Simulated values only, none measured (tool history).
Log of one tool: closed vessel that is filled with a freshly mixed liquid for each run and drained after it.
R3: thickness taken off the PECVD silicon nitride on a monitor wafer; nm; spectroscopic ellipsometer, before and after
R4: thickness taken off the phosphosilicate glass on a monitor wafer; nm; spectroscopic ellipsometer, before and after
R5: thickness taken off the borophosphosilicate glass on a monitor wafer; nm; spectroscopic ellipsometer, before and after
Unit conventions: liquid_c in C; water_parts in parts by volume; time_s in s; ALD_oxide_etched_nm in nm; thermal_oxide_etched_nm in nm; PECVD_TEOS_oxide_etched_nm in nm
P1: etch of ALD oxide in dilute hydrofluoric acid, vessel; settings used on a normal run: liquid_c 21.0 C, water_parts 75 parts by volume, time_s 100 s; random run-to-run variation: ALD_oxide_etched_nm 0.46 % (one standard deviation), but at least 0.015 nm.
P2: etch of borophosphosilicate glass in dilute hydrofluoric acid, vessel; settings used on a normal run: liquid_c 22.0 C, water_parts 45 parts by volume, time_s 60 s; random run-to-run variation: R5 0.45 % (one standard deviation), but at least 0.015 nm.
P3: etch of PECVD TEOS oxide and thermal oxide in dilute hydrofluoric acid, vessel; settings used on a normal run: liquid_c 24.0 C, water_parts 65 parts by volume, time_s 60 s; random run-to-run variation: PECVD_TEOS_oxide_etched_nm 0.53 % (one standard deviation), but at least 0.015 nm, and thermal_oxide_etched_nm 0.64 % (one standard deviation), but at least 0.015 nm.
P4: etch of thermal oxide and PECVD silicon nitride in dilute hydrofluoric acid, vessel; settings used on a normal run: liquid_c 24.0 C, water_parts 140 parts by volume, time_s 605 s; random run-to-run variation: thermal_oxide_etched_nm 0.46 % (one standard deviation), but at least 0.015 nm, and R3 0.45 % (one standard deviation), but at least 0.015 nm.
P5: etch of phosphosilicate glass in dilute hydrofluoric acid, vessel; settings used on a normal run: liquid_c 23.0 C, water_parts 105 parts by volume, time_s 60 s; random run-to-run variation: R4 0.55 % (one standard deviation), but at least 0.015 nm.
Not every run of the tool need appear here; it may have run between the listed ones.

run 1 hour=6.8 | process=P1 liquid_c=21.0 water_parts=75 time_s=100 | ALD_oxide_etched_nm=12.3820
run 2 hour=15.4 | process=P1 liquid_c=21.0 water_parts=75 time_s=180 | ALD_oxide_etched_nm=22.3720
run 3 hour=20.2 | process=P4 liquid_c=24.0 water_parts=140 time_s=605 | thermal_oxide_etched_nm=19.69600 R3=10.88700
run 4 hour=27.2 | process=P5 liquid_c=23.0 water_parts=155 time_s=60 | R4=25.157
run 5 hour=37.9 | process=P1 liquid_c=21.0 water_parts=125 time_s=45 | ALD_oxide_etched_nm=3.1900
run 6 hour=48.8 | process=P5 liquid_c=23.0 water_parts=105 time_s=100 | R4=65.512
run 7 hour=54.2 | process=P2 liquid_c=22.0 water_parts=70 time_s=60 | R5=42.893
run 8 hour=60.4 | process=P5 liquid_c=18.0 water_parts=105 time_s=60 | R4=32.437
run 9 hour=66.1 | process=P3 liquid_c=28.0 water_parts=65 time_s=60 | thermal_oxide_etched_nm=5.20990 PECVD_TEOS_oxide_etched_nm=24.884
run 10 hour=73.4 | process=P3 liquid_c=24.0 water_parts=65 time_s=60 | thermal_oxide_etched_nm=4.40980 PECVD_TEOS_oxide_etched_nm=21.478
run 11 hour=81.5 | process=P1 liquid_c=28.5 water_parts=75 time_s=30 | ALD_oxide_etched_nm=5.0227
run 12 hour=87.6 | process=P4 liquid_c=24.0 water_parts=140 time_s=30 | thermal_oxide_etched_nm=0.98131 R3=0.53567
run 13 hour=96.2 | process=P1 liquid_c=21.0 water_parts=75 time_s=50 | ALD_oxide_etched_nm=6.1988
run 14 hour=102.7 | process=P3 liquid_c=24.0 water_parts=65 time_s=60 | thermal_oxide_etched_nm=4.36730 PECVD_TEOS_oxide_etched_nm=21.484
run 15 hour=113.8 | process=P1 liquid_c=26.0 water_parts=75 time_s=100 | ALD_oxide_etched_nm=15.1590
run 16 hour=121.0 | process=P5 liquid_c=23.0 water_parts=105 time_s=60 | R4=39.597
run 17 hour=129.2 | process=P2 liquid_c=22.0 water_parts=45 time_s=60 | R5=69.302
run 18 hour=135.4 | process=P5 liquid_c=23.0 water_parts=105 time_s=60 | R4=39.180
run 19 hour=141.7 | process=P2 liquid_c=17.0 water_parts=45 time_s=60 | R5=55.745
run 20 hour=148.2 | process=P1 liquid_c=21.0 water_parts=75 time_s=100 | ALD_oxide_etched_nm=12.3910
run 21 hour=159.0 | process=P4 liquid_c=24.0 water_parts=190 time_s=605 | thermal_oxide_etched_nm=13.83100 R3=7.98670
run 22 hour=164.3 | process=P1 liquid_c=17.0 water_parts=75 time_s=100 | ALD_oxide_etched_nm=10.4940
run 23 hour=173.4 | process=P1 liquid_c=17.0 water_parts=35 time_s=100 | ALD_oxide_etched_nm=23.6170
run 24 hour=183.3 | process=P1 liquid_c=21.0 water_parts=110 time_s=100 | ALD_oxide_etched_nm=8.1614
run 25 hour=191.0 | process=P1 liquid_c=21.0 water_parts=75 time_s=100 | ALD_oxide_etched_nm=12.3080
run 26 hour=200.6 | process=P1 liquid_c=21.0 water_parts=30 time_s=100 | ALD_oxide_etched_nm=32.6410
run 27 hour=208.1 | process=P3 liquid_c=24.0 water_parts=65 time_s=30 | thermal_oxide_etched_nm=2.21150 PECVD_TEOS_oxide_etched_nm=10.821
run 28 hour=214.7 | process=P2 liquid_c=22.0 water_parts=45 time_s=30 | R5=34.712

The next listed run, before its measurement:
run 29 hour=223.5 | process=P4 liquid_c=24.0 water_parts=140 time_s=605 | thermal_oxide_etched_nm=? R3=?

{"run 29": {"thermal_oxide_etched_nm": 19.93, "R3": 10.84}}
